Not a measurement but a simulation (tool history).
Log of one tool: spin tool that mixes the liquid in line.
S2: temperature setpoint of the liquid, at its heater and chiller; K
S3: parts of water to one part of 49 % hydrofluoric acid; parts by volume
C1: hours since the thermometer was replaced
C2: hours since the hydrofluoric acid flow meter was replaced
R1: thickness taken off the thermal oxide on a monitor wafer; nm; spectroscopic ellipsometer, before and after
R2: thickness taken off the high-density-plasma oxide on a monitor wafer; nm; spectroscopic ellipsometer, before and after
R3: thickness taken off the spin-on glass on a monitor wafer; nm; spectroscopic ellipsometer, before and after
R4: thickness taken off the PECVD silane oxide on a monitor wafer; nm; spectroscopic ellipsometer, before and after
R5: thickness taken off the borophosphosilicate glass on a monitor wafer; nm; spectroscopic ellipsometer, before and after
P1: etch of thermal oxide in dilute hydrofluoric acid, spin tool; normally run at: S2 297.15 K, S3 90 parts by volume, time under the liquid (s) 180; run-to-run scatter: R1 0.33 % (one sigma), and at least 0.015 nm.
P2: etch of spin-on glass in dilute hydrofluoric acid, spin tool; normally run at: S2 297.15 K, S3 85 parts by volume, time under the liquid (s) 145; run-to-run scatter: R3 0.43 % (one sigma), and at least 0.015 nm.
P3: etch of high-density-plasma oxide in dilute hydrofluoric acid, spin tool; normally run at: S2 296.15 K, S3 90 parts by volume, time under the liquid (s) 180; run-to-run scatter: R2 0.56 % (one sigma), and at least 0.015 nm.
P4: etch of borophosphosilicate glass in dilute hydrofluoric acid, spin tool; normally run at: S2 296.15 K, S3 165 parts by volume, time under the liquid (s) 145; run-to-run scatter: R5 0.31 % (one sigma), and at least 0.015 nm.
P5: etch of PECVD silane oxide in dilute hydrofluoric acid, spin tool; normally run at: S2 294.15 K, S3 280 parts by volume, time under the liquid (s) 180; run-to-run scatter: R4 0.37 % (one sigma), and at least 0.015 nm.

Run 1, hour 7.5: process that ran P1, S2 297.15 K, S3 90 parts by volume, time under the liquid (s) 180; C1 312.8; C2 1139.8. Result: R1 9.8494 nm.
Run 2, hour 13.7: process that ran P3, S2 300.65 K, S3 90 parts by volume, time under the liquid (s) 180; C1 319; C2 1146. Result: R2 15.943 nm.
Run 3, hour 24.4: process that ran P3, S2 296.15 K, S3 30 parts by volume, time under the liquid (s) 180; C1 329.7; C2 1156.7. Result: R2 43.277 nm.
At hour 32.1: hydrofluoric acid flow meter replaced.
Run 4, hour 35.9: process that ran P1, S2 297.15 K, S3 50 parts by volume, time under the liquid (s) 260; C1 341.2; C2 3.8. Result: R1 27.166 nm.
Run 5, hour 41.5: process that ran P1, S2 297.15 K, S3 90 parts by volume, time under the liquid (s) 350; C1 346.8; C2 9.4. Result: R1 19.251 nm.
Run 6, hour 49: process that ran P1, S2 290.15 K, S3 90 parts by volume, time under the liquid (s) 180; C1 354.3; C2 16.9. Result: R1 7.4643 nm.
Run 7, hour 56: process that ran P1, S2 297.15 K, S3 90 parts by volume, time under the liquid (s) 180; C1 361.3; C2 23.9. Result: R1 9.9735 nm.
Run 8, hour 67.8: process that ran P1, S2 297.15 K, S3 90 parts by volume, time under the liquid (s) 180; C1 373.1; C2 35.7. Result: R1 9.9266 nm.
Run 9, hour 74: process that ran P2, S2 297.15 K, S3 40 parts by volume, time under the liquid (s) 145; C1 379.3; C2 41.9. Result: R3 119.8 nm.
Run 10, hour 80.8: process that ran P1, S2 297.15 K, S3 90 parts by volume, time under the liquid (s) 50; C1 386.1; C2 48.7. Result: R1 2.7701 nm.
Run 11, hour 91.7: process that ran P5, S2 294.15 K, S3 280 parts by volume, time under the liquid (s) 180; C1 397; C2 59.6. Result: R4 9.8251 nm.
Run 12, hour 97: process that ran P1, S2 297.15 K, S3 90 parts by volume, time under the liquid (s) 180; C1 402.3; C2 64.9. Result: R1 9.8821 nm.
Run 13, hour 102.9: process that ran P1, S2 304.65 K, S3 90 parts by volume, time under the liquid (s) 180; C1 408.2; C2 70.8. Result: R1 13.31 nm.
Run 14, hour 111.8: process that ran P3, S2 296.15 K, S3 90 parts by volume, time under the liquid (s) 180; C1 417.1; C2 79.7. Result: R2 13.311 nm.
Run 15, hour 117.8: process that ran P5, S2 290.15 K, S3 280 parts by volume, time under the liquid (s) 180; C1 423.1; C2 85.7. Result: R4 8.4012 nm.
Run 16, hour 125.4: process that ran P1, S2 297.15 K, S3 25 parts by volume, time under the liquid (s) 180; C1 430.7; C2 93.3. Result: R1 38.86 nm.
Run 17, hour 136.6: process that ran P2, S2 297.15 K, S3 85 parts by volume, time under the liquid (s) 245; C1 441.9; C2 104.5. Result: R3 89.779 nm.
Run 18, hour 144.3: process that ran P1, S2 297.15 K, S3 125 parts by volume, time under the liquid (s) 180; C1 449.6; C2 112.2. Result: R1 6.8404 nm.
Run 19, hour 151.3: process that ran P3, S2 296.15 K, S3 90 parts by volume, time under the liquid (s) 290; C1 456.6; C2 119.2. Result: R2 21.542 nm.
Run 20, hour 157.9: process that ran P5, S2 294.15 K, S3 280 parts by volume, time under the liquid (s) 180; C1 463.2; C2 125.8. Result: R4 9.8069 nm.
Run 21, hour 165.9: process that ran P4, S2 296.15 K, S3 165 parts by volume, time under the liquid (s) 280; C1 471.2; C2 133.8. Result: R5 62.307 nm.
Run 22, hour 173.8: process that ran P3, S2 296.15 K, S3 90 parts by volume, time under the liquid (s) 180; C1 479.1; C2 141.7. Result: R2 13.344 nm.
Run 23, hour 185.1: process that ran P2, S2 297.15 K, S3 85 parts by volume, time under the liquid (s) 145; C1 490.4; C2 153. Result: R3 53.585 nm.
Run 24, hour 192.1: process that ran P1, S2 297.15 K, S3 90 parts by volume, time under the liquid (s) 180; C1 497.4; C2 160. Result: R1 9.9161 nm.
Run 25, hour 201.7: process that ran P2, S2 305.15 K, S3 85 parts by volume, time under the liquid (s) 145; C1 507; C2 169.6. Result: R3 72.571 nm.
Run 26, hour 207.6: process that ran P4, S2 296.15 K, S3 165 parts by volume, time under the liquid (s) 145; C1 512.9; C2 175.5. Result: R5 32.475 nm.
Run 27, hour 214.9: process that ran P5, S2 294.15 K, S3 440 parts by volume, time under the liquid (s) 180; C1 520.2; C2 182.8. Result: R4 5.4351 nm.
Run 28, hour 224.7: process that ran P5, S2 294.15 K, S3 280 parts by volume, time under the liquid (s) 300; C1 530; C2 192.6. Result: R4 16.252 nm.
Run 29, hour 235.7: process that ran P1, S2 297.15 K, S3 90 parts by volume, time under the liquid (s) 180; C1 541; C2 203.6. Result: R1 9.9328 nm.
Run 30, hour 244: process that ran P1, S2 297.15 K, S3 90 parts by volume, time under the liquid (s) 180; C1 549.3; C2 211.9. Result: R1 9.9137 nm.
Run 31, hour 253.1: process that ran P2, S2 297.15 K, S3 85 parts by volume, time under the liquid (s) 145; C1 558.4; C2 221. Result: R3 52.941 nm.
Run 32, hour 260.6: process that ran P4, S2 296.15 K, S3 65 parts by volume, time under the liquid (s) 145; C1 565.9; C2 228.5. Result: R5 93.194 nm.
Run 33, hour 266.7: process that ran P4, S2 290.15 K, S3 165 parts by volume, time under the liquid (s) 145; C1 572; C2 234.6. Result: R5 25.689 nm.
Run 34, hour 275.9: process that ran P1, S2 297.15 K, S3 90 parts by volume, time under the liquid (s) 180; C1 581.2; C2 243.8. Result: R1 9.9749 nm.
Run 35, hour 286: process that ran P1, S2 297.15 K, S3 90 parts by volume, time under the liquid (s) 180; C1 591.3; C2 253.9. Result: R1 9.5375 nm.
Run 36, hour 294.2: process that ran P1, S2 297.15 K, S3 90 parts by volume, time under the liquid (s) 180; C1 599.5; C2 262.1. Result: R1 9.337 nm.
Run 37, hour 303.7: process that ran P1, S2 297.15 K, S3 90 parts by volume, time under the liquid (s) 180; C1 609; C2 271.6. Result: R1 9.2522 nm.
Run 38, hour 313.7: process that ran P1, S2 297.15 K, S3 90 parts by volume, time under the liquid (s) 180; C1 619; C2 281.6. Result: R1 9.1302 nm.
Run 39, hour 319.8: process that ran P1, S2 297.15 K, S3 90 parts by volume, time under the liquid (s) 180; C1 625.1; C2 287.7. Result: R1 9.0422 nm.
Run 40, hour 329.8: process that ran P1, S2 297.15 K, S3 90 parts by volume, time under the liquid (s) 180; C1 635.1; C2 297.7. Result: R1 8.9793 nm.
Run 41, hour 337.8: process that ran P1, S2 297.15 K, S3 90 parts by volume, time under the liquid (s) 180; C1 643.1; C2 305.7. Result: R1 8.9687 nm.
Run 42, hour 343.7: process that ran P1, S2 297.15 K, S3 90 parts by volume, time under the liquid (s) 180; C1 649; C2 311.6. Result: R1 9.0046 nm.
Run 43, hour 355.3: process that ran P1, S2 297.15 K, S3 90 parts by volume, time under the liquid (s) 180; C1 660.6; C2 323.2. Result: R1 8.9695 nm.

What P1 gives has crept away from where it was. These 2 causes fit the log equally well, each at the size given:
A: liquid colder than its thermometer reads (K) = 2.45
B: hydrofluoric acid flow below the setpoint (%) = 8.45
The creep began at about hour 275.9.

4 check runs are offered, one wafer each, their results left as question marks. Which one tells the causes apart?
Run check 1, hour 366.9: process that ran P5, S2 294.15 K, S3 420 parts by volume, time under the liquid (s) 180. Result: R4 ?.
Run check 2, hour 366.9: process that ran P3, S2 296.15 K, S3 90 parts by volume, time under the liquid (s) 275. Result: R2 ?.
Run check 3, hour 366.9: process that ran P4, S2 296.15 K, S3 90 parts by volume, time under the liquid (s) 275. Result: R5 ?.
Run check 4, hour 366.9: process that ran P2, S2 297.15 K, S3 45 parts by volume, time under the liquid (s) 245. Result: R3 ?.

What each check would give under each cause:
  check  result    if A    if B
check 1      R4  5.3201  5.1338
check 2      R2  18.379  18.403
check 3      R5  111.35   111.5
check 4      R3  161.71  163.09
How far apart the two closest causes lie, in the result that separates them most: check 1 3.57 %; check 2 0.13 %; check 3 0.13 %; check 4 0.85 %
Only check 1 tells the causes apart: in the others they would give nearly the same result.

Check 1 was then run and gave: R4 5.1377 nm. Which cause is it?

It is B: hydrofluoric acid flow below the setpoint (%).
